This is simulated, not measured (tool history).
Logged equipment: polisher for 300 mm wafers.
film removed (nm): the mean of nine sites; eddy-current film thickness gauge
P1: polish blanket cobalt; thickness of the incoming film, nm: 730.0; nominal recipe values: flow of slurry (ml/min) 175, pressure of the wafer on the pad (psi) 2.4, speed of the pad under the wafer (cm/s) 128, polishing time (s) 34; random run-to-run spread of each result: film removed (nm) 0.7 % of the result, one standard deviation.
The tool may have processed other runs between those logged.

run	hour	flow of slurry (ml/min)	pressure of the wafer on the pad (psi)	speed of the pad under the wafer (cm/s)	polishing time (s)	wafers polished on this pad	hours since the slurry nozzle was cleaned	hours since the head pressure was calibrated	film removed (nm)
1	17.2	175	2.4	128	34	497	85.5	592.1	230.1
2	29.4	175	2.4	128	34	666	97.7	604.3	233.72
# hour 33.8: slurry nozzle cleaned
3	39.9	175	2.4	128	34	812	6.1	614.8	232.36
4	52.9	175	2.4	128	34	992	19.1	627.8	231.59
5	61.4	175	3.3	128	34	1110	27.6	636.3	319.58
6	77.5	175	1.4	128	34	1333	43.7	652.4	136.41
7	88.4	175	2.4	128	34	1484	54.6	663.3	232.32
8	97.9	175	2.4	58	34	1615	64.1	672.8	104.27
9	110.8	175	2.4	196	34	1794	77	685.7	353.04
10	125.8	175	2.4	128	23	2002	92	700.7	156.26
11	134.3	230	2.4	128	34	2120	100.5	709.2	242.7
12	145.5	175	2.4	128	50	2275	111.7	720.4	342.09
13	156.7	175	2.4	128	34	2430	122.9	731.6	231.65
14	173.9	105	2.4	128	34	2668	140.1	748.8	209.21
15	186.8	175	2.4	128	34	2847	153	761.7	233.9
16	195.7	175	1.6	182	34	2970	161.9	770.6	218.15
17	204.7	175	2.4	128	34	3095	170.9	779.6	231.43
18	213.7	175	2.4	128	34	3220	179.9	788.6	229.51
19	223.7	175	2.4	128	34	3358	189.9	798.6	223.6
20	237.7	175	2.4	128	34	3552	203.9	812.6	220.31
21	250.9	175	2.4	128	34	3735	217.1	825.8	216.71
# hour 263.8: worn pad replaced by a new one
22	264.9	175	2.4	128	34	16	231.1	839.8	216.73
23	279.3	175	2.4	128	34	215	245.5	854.2	212.09
24	290.6	175	2.4	128	34	372	256.8	865.5	213.25
25	308	175	2.4	128	34	613	274.2	882.9	214.87

Expected results for the next run?
26	316.4	175	2.4	128	34	729	282.6	891.3	?

Run 26 measured film removed (nm) 211.71.
